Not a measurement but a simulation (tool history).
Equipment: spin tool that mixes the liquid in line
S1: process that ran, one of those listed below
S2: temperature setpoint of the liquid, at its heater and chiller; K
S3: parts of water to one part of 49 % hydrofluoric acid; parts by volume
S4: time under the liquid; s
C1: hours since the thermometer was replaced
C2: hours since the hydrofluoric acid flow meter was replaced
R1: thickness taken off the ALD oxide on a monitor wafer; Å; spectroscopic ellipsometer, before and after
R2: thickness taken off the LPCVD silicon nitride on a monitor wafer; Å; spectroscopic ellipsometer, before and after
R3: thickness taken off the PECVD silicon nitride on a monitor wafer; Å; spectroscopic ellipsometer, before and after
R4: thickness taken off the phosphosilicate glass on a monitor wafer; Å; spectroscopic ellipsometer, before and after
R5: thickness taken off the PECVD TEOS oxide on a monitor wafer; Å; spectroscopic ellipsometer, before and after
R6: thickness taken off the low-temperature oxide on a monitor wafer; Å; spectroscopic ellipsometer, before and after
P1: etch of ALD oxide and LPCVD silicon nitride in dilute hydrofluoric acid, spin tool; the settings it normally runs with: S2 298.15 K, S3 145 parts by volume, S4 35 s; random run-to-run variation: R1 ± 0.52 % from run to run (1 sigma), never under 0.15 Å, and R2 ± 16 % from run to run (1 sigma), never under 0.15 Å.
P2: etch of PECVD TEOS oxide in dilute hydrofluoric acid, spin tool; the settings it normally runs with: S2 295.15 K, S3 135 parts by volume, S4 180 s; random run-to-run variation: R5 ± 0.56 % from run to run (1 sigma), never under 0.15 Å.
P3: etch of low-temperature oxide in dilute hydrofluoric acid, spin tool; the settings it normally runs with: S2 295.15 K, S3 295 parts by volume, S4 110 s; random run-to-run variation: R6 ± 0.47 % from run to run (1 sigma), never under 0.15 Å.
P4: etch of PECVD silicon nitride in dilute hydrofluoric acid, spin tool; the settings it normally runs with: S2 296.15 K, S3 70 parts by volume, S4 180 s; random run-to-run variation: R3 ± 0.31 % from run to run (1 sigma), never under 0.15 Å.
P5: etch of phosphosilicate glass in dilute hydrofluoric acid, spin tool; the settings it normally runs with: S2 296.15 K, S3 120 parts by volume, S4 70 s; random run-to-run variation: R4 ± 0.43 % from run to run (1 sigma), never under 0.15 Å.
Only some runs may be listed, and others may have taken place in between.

run	hour	S1	S2	S3	S4	C1	C2	R1	R2	R3	R4	R5	R6
1	5.1	P1	298.15	145	35	269.0	1117.8	71.812	1.02540				
2	10.8	P4	296.15	30	180	274.7	1123.5			201.630			
3	16.2	P4	296.15	70	180	280.1	1128.9			88.964			
4	24.1	P4	300.65	70	180	288.0	1136.8			118.100			
5	29.4	P5	296.15	20	70	293.3	1142.1				2310.50		
6	34.7	P2	295.15	190	180	298.6	1147.4					111.36	
7	42.5	P3	295.15	295	20	306.4	1155.2						8.9688
8	51.0	P1	298.15	145	15	314.9	1163.7	30.664	0.49197				
9	59.0	P1	298.15	145	35	322.9	1171.7	71.836	1.78980				
10	63.3	P1	305.15	145	35	327.2	1176.0	92.963	1.38490				
11	69.8	P5	296.15	120	25	333.7	1182.5				120.91		
12	76.9	P3	295.15	295	110	340.8	1189.6						49.6130
13	85.5	P4	296.15	70	100	349.4	1198.2			49.040			
14	93.9	P1	298.15	145	35	357.8	1206.6	71.955	1.62430				
15	101.6	P2	302.15	135	180	365.5	1214.3					216.30	
16	106.3	P1	306.15	240	35	370.2	1219.0	51.574	1.50780				
17	111.3	P2	295.15	135	180	375.2	1224.0					165.65	
18	118.3	P1	298.15	35	35	382.2	1231.0	341.270	4.95380				
19	125.9	P1	298.15	145	35	389.8	1238.6	71.603	1.56530				
20	132.7	P1	292.15	145	35	396.6	1245.4	56.875	0.83108				
21	138.6	P5	291.15	120	70	402.5	1251.3				277.46		
22	146.9	P3	290.15	295	110	410.8	1259.6						41.2570
23	153.7	P1	298.15	145	35	417.6	1266.4	71.955	1.85050				
24	162.0	P1	298.15	145	65	425.9	1274.7	133.910	2.55000				
25	167.3	P3	295.15	70	110	431.2	1280.0						262.9100
26	172.8	P2	295.15	135	360	436.7	1285.5					332.58	
27	180.2	P1	298.15	145	35	444.1	1292.9	72.327	1.14300				
28	184.2	P1	298.15	215	35	448.1	1296.9	44.438	1.12280				
29	190.3	P4	296.15	70	180	454.2	1303.0			88.119			
30	194.6	P5	296.15	120	70	458.5	1307.3				339.22		
31	199.3	P1	298.15	145	35	463.2	1312.0	72.148	1.20930				
32	206.5	P1	298.15	145	35	470.4	1319.2	74.272	1.74600				
33	211.7	P1	298.15	145	35	475.6	1324.4	74.913	1.45490				
34	219.1	P1	298.15	145	35	483.0	1331.8	76.163	1.25460				
35	223.8	P1	298.15	145	35	487.7	1336.5	76.739	2.08080				
36	230.1	P1	298.15	145	35	494.0	1342.8	77.374	0.99899				
37	238.1	P1	298.15	145	35	502.0	1350.8	77.948	1.48680				
38	243.1	P1	298.15	145	35	507.0	1355.8	77.076	1.69520				
39	248.7	P1	298.15	145	35	512.6	1361.4	78.139	1.07620				
40	256.6	P1	298.15	145	35	520.5	1369.3	77.420	2.19400				
41	262.3	P1	298.15	145	35	526.2	1375.0	77.679	1.81690				

The output of P1 has drifted from where it used to be. Each of the 2 causes below, taken at the size shown beside it, accounts for the log equally well:
A: hydrofluoric acid flow above the setpoint (%) = 7.18
B: liquid hotter than its thermometer reads (K) = 2.16
The drift started at roughly hour 199.3.

Listed below are the offered check runs, one wafer per run, with question marks in place of results. For which of them would the causes give clearly different outcomes?
check 1	268.0	P4	299.15	70	180					?			
check 2	268.0	P5	291.15	120	70						?		
check 3	268.0	P2	302.15	135	345							?	
check 4	268.0	P3	290.65	195	110								?

Check results expected under each cause:
check	result	if A	if B
check 1	R3	115.520	124.190
check 2	R4	299.09	302.29
check 3	R5	450.64	449.43
check 4	R6	75.2970	75.5510
Distance between the nearest two causes, measured in the result of the check that separates them most: check 1 7.24 %; check 2 1.06 %; check 3 0.27 %; check 4 0.34 %
Of the check runs offered, only check 1 discriminates between the causes; the rest would read about the same regardless of which cause applies.

With check 1 done, the readings were: R3 124.040 Å. Identify which of the listed causes applies.

Of the candidate causes, it is B: liquid hotter than its thermometer reads (K).
